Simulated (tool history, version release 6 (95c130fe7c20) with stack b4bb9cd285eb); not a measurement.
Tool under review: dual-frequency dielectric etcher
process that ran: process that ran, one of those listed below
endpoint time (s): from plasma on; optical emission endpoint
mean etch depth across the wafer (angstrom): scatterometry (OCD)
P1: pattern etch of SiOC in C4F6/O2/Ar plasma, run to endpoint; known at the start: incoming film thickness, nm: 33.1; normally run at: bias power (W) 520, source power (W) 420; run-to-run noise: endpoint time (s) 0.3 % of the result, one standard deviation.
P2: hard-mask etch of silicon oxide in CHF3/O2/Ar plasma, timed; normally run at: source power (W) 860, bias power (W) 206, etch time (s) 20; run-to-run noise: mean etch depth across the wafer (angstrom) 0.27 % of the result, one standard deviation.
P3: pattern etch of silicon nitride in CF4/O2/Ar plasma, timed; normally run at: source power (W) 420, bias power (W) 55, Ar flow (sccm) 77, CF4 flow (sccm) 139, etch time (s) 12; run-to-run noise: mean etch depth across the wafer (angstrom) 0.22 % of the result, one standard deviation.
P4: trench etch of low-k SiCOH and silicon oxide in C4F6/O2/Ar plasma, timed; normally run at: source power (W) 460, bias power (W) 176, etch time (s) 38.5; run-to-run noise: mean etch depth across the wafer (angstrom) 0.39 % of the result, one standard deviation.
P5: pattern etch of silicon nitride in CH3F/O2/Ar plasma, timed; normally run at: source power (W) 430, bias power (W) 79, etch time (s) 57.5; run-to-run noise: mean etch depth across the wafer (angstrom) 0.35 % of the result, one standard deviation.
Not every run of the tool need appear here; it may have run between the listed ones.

| run | day | process that ran | bias power (W) | source power (W) | etch time (s) | Ar flow (sccm) | CF4 flow (sccm) | hours since the last wet clean | hours since the last bias power generator calibration | hours since the last source power generator calibration | endpoint time (s) | mean etch depth across the wafer (angstrom) |
|---|---|---|---|---|---|---|---|---|---|---|---|---|
| 1 | 0.367 | P1 | 520 | 420 |  |  |  | 95.8 | 2794.4 | 2116.9 | 10.646 |  |
| 2 | 0.725 | P2 | 252 | 860 | 20 |  |  | 104.4 | 2803 | 2125.5 |  | 505.53 |
| 3 | 0.929 | P2 | 206 | 530 | 20 |  |  | 109.3 | 2807.9 | 2130.4 |  | 392.13 |
| 4 | 1.267 | P1 | 520 | 560 |  |  |  | 117.4 | 2816 | 2138.5 | 9.5307 |  |
| 5 | 1.588 | P3 | 55 | 420 | 12 | 77 | 139 | 125.1 | 2823.7 | 2146.2 |  | 219.82 |
| 6 | 1.892 | P4 | 211 | 460 | 38.5 |  |  | 132.4 | 2831 | 2153.5 |  | 1390.8 |
| 7 | 2.162 | P5 | 79 | 430 | 36.5 |  |  | 138.9 | 2837.5 | 2160 |  | 269.97 |
| 8 | 2.525 | P1 | 520 | 420 |  |  |  | 147.6 | 2846.2 | 2168.7 | 10.579 |  |
| 9 | 2.9 | P1 | 520 | 420 |  |  |  | 156.6 | 2855.2 | 2177.7 | 10.651 |  |
| 10 | 3.3 | P3 | 43 | 420 | 12 | 77 | 139 | 166.2 | 2864.8 | 2187.3 |  | 201.57 |
| 11 | 3.658 | P2 | 206 | 860 | 20 |  |  | 174.8 | 2873.4 | 2195.9 |  | 469.44 |
| 12 | 3.921 | P1 | 520 | 420 |  |  |  | 181.1 | 2879.7 | 2202.2 | 10.673 |  |
| 13 | 4.158 | P3 | 55 | 420 | 12 | 77 | 191 | 186.8 | 2885.4 | 2207.9 |  | 225.4 |
| 14 | 4.521 | P5 | 79 | 250 | 57.5 |  |  | 195.5 | 2894.1 | 2216.6 |  | 348.05 |
| 15 | 4.971 | P4 | 176 | 460 | 38.5 |  |  | 206.3 | 2904.9 | 2227.4 |  | 1318.4 |
| 16 | 5.317 | P4 | 176 | 590 | 38.5 |  |  | 214.6 | 2913.2 | 2235.7 |  | 1442.1 |
| 17 | 5.692 | P1 | 520 | 270 |  |  |  | 223.6 | 2922.2 | 2244.7 | 12.469 |  |
| 18 | 6.025 | P1 | 645 | 420 |  |  |  | 231.6 | 2930.2 | 2252.7 | 9.8085 |  |
| 19 | 6.338 | P2 | 206 | 860 | 26.5 |  |  | 239.1 | 2937.7 | 2260.2 |  | 625.09 |
| 20 | 6.746 | P3 | 55 | 420 | 12 | 53 | 139 | 248.9 | 2947.5 | 2270 |  | 227.04 |
| 21 | 6.992 | P5 | 62 | 430 | 57.5 |  |  | 254.8 | 2953.4 | 2275.9 |  | 393.38 |
| 22 | 7.229 | P3 | 55 | 420 | 17 | 77 | 139 | 260.5 | 2959.1 | 2281.6 |  | 309.98 |
| 23 | 7.517 | P5 | 79 | 430 | 57.5 |  |  | 267.4 | 2966 | 2288.5 |  | 425.35 |
| 24 | 7.742 | P1 | 347 | 420 |  |  |  | 272.8 | 2971.4 | 2293.9 | 12.362 |  |
| 25 | 7.958 | P1 | 683 | 510 |  |  |  | 278 | 2976.6 | 2299.1 | 8.9707 |  |
| 26 | 8.267 | P4 | 176 | 460 | 28 |  |  | 285.4 | 2984 | 2306.5 |  | 952.14 |
| 27 | 8.646 | P1 | 520 | 420 |  |  |  | 294.5 | 2993.1 | 2315.6 | 10.675 |  |
| 28 | 8.908 | P3 | 55 | 320 | 12 | 77 | 139 | 300.8 | 2999.4 | 2321.9 |  | 173.22 |
| 29 | 9.125 | P1 | 520 | 420 |  |  |  | 306 | 3004.6 | 2327.1 | 10.656 |  |
| 30 | 9.383 | P1 | 520 | 420 |  |  |  | 312.2 | 3010.8 | 2333.3 | 10.735 |  |
| 31 | 9.783 | P1 | 520 | 420 |  |  |  | 321.8 | 3020.4 | 2342.9 | 10.815 |  |
| 32 | 10.15 | P1 | 520 | 420 |  |  |  | 330.6 | 3029.2 | 2351.7 | 10.727 |  |
| 33 | 10.367 | P1 | 520 | 420 |  |  |  | 335.8 | 3034.4 | 2356.9 | 10.773 |  |
| 34 | 10.646 | P1 | 520 | 420 |  |  |  | 342.5 | 3041.1 | 2363.6 | 10.776 |  |

The next listed run, before its measurement:
|  | 10.662 | wet clean of the chamber |
| 35 | 10.979 | P1 | 520 | 420 |  |  |  | 7.7 | 3049.1 | 2371.6 | ? |  |

endpoint time (s): 10.803
